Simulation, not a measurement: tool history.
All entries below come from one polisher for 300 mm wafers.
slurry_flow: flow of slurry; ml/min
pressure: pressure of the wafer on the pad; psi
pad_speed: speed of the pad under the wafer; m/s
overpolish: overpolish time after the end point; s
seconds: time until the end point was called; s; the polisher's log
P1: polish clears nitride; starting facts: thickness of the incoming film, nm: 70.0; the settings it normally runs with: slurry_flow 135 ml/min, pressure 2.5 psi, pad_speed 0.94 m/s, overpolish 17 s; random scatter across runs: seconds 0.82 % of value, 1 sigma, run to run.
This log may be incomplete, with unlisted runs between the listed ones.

run     day  slurry_flow  pressure  pad_speed  overpolish  seconds
  1   0.417          135       2.5       0.94          17   82.613
  2   0.796          135       1.1       0.94          17  188.250
  3   1.254          135       2.5       0.94          17   82.779
  4   1.608          200       1.3       0.94          17  149.890
  5   2.229          135       2.5       0.94          26   81.809
  6   2.921          135       2.5       0.94          17   82.208
  7   3.296          135       2.5       0.94          17   83.386
  8   3.975          135       2.5       1.30          27   60.165
  9   4.717          135       2.5       0.94          17   82.219
 10   5.262          135       2.5       0.56          33  138.820
 11   5.938          200       2.5       0.94          17   77.807
 12   6.350          135       2.5       0.66          17  116.820
 13   6.975          135       2.5       0.94           5   82.038
 14   7.704          135       4.0       0.94          17   52.164
 15   8.112           80       2.5       0.94          17   92.623
 16   8.542          135       2.5       1.48          17   52.347
 17   9.254          135       2.5       0.94          17   82.998
 18   9.775          135       2.5       0.94          17   83.350
 19  10.138          135       2.5       0.94          17   83.134
 20  10.700          135       2.5       0.94          17   84.750
 21  11.175          135       2.5       0.94          17   85.892
 22  11.629          135       2.5       0.94          17   88.118
 23  12.283          135       2.5       0.94          17   88.595
     12.500  -- head pressure recalibrated
 24  12.612          135       2.5       0.94          17   88.005
 25  13.254          135       2.5       0.94          17   90.142
 26  13.800          135       2.5       0.94          17   89.533
 27  14.317          135       2.5       0.94          17   90.659
 28  14.846          135       2.5       0.94          17   90.949
 29  15.583          135       2.5       0.94          17   89.442

What P1 gives has crept away from where it was. These 2 causes fit the log equally well, each at the size given:
A: removal rate lost through wear of the pad, % = 8.41
B: slurry flow missing at the pad, % = 32.2
At approximately day 9.775, the process output began to creep.
Ruled out, with reasons:
head's pressure below its setpoint, %: was serviced at day 12.500, once the creep was under way, yet the earlier output never came back

The 4 check runs listed below each average the results of 2 wafers, and their outcomes are marked with question marks. Under which run would the listed causes produce clearly different results?
check 1  16.321          135       3.5       0.94           5        ?
check 2  16.321          135       1.3       1.20          17        ?
check 3  16.321          135       2.5       0.94          10        ?
check 4  16.321           80       2.5       1.20          17        ?

If the cause were each of the candidates in turn, the checks would give the following:
  check   result     if A     if B
check 1  seconds   64.251   64.250
check 2  seconds  135.500  135.500
check 3  seconds   89.951   89.951
check 4  seconds   79.924   84.009
Per check, the gap between the least separated pair of causes, taken in the result that splits them most: check 1 0 %; check 2 0 %; check 3 0 %; check 4 4.98 %
Check 4 is the one run that separates the causes; every other check would come out nearly the same whichever cause is at work.

The results of check 4 are: seconds 83.922 s. Based on these, which of the listed causes is it?

It is B: slurry flow missing at the pad, %.
